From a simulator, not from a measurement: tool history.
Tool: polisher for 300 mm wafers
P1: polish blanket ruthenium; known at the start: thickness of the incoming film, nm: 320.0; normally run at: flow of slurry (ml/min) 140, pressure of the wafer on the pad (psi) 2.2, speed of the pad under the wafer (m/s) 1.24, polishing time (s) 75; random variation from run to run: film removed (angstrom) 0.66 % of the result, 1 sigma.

run	day	flow of slurry (ml/min)	pressure of the wafer on the pad (psi)	speed of the pad under the wafer (m/s)	polishing time (s)	wafers polished on this pad	hours since the slurry nozzle was cleaned	hours since the head pressure was calibrated	film removed (angstrom)
1	0.671	140	2.2	1.24	75	718	456.5	176.8	1216.80
2	1.058	85	2.2	1.24	75	822	465.8	186.1	1098.40
3	1.504	140	2.2	1.24	75	942	476.5	196.8	1213.90
4	2.233	140	2.2	1.24	75	1137	494.0	214.3	1207.40
5	2.825	140	2.2	1.70	49	1296	508.2	228.5	1104.70
# day 3.117: slurry nozzle cleaned
6	3.171	140	2.2	1.24	109	1389	1.4	236.8	1788.00
7	3.608	140	1.2	1.24	75	1506	11.9	247.3	671.71
8	4.188	140	2.2	1.24	75	1661	25.8	261.2	1225.00
9	4.754	140	2.9	1.24	75	1813	39.4	274.8	1632.60
10	5.212	140	2.2	0.62	75	1936	50.4	285.8	613.52
11	5.925	140	2.2	1.88	75	2127	67.5	302.9	1851.40
12	6.338	140	2.2	1.24	37	2238	77.4	312.8	595.13
13	6.933	205	2.2	1.24	75	2397	91.7	327.1	1298.20
14	7.371	140	2.2	1.24	75	2515	102.2	337.6	1222.20
15	8.054	140	2.2	1.24	75	2698	118.6	354.0	1160.60
16	8.588	140	2.2	1.24	75	2841	131.4	366.8	1153.10
17	9.004	140	2.2	1.24	75	2952	141.4	376.8	1141.90
# day 9.088: head pressure recalibrated
18	9.358	140	2.2	1.24	75	3047	149.9	6.6	1132.30
19	9.758	140	2.2	1.24	75	3155	159.5	16.2	1128.40
20	10.154	140	2.2	1.24	75	3261	169.0	25.7	1123.80
21	10.721	140	2.2	1.24	75	3413	182.6	39.3	1125.20
22	11.375	140	2.2	1.24	75	3588	198.3	55.0	1122.00

What P1 gives has crept away from where it was. These 2 causes fit the log equally well, each at the size given:
A: slurry flow missing at the pad, % = 33
B: removal rate lost through wear of the pad, % = 8.54
The creep began at about day 7.371.
Why every other cause is out:
head's pressure below its setpoint, %: serviced at day 9.088, which brought nothing back

4 check runs are offered, one wafer each, their results left as question marks. Which one tells the causes apart?
check 1	12.029	140	2.2	0.66	75				?
check 2	12.029	85	2.2	1.24	52				?
check 3	12.029	140	1.2	1.24	56				?
check 4	12.029	140	1.3	1.24	101				?

What each check would give under each cause:
check	result	if A	if B
check 1	film removed (angstrom)	595.33	595.41
check 2	film removed (angstrom)	657.60	690.16
check 3	film removed (angstrom)	455.53	455.60
check 4	film removed (angstrom)	890.05	890.17
How far apart the two closest causes lie, in the result that separates them most: check 1 0.01 %; check 2 4.83 %; check 3 0.01 %; check 4 0.01 %
Check 2 tells the causes apart: in the others they would give nearly the same result.

Then check 2 was run and gave: film removed (angstrom) 687.29. Which cause is it?

It is B: removal rate lost through wear of the pad, %.
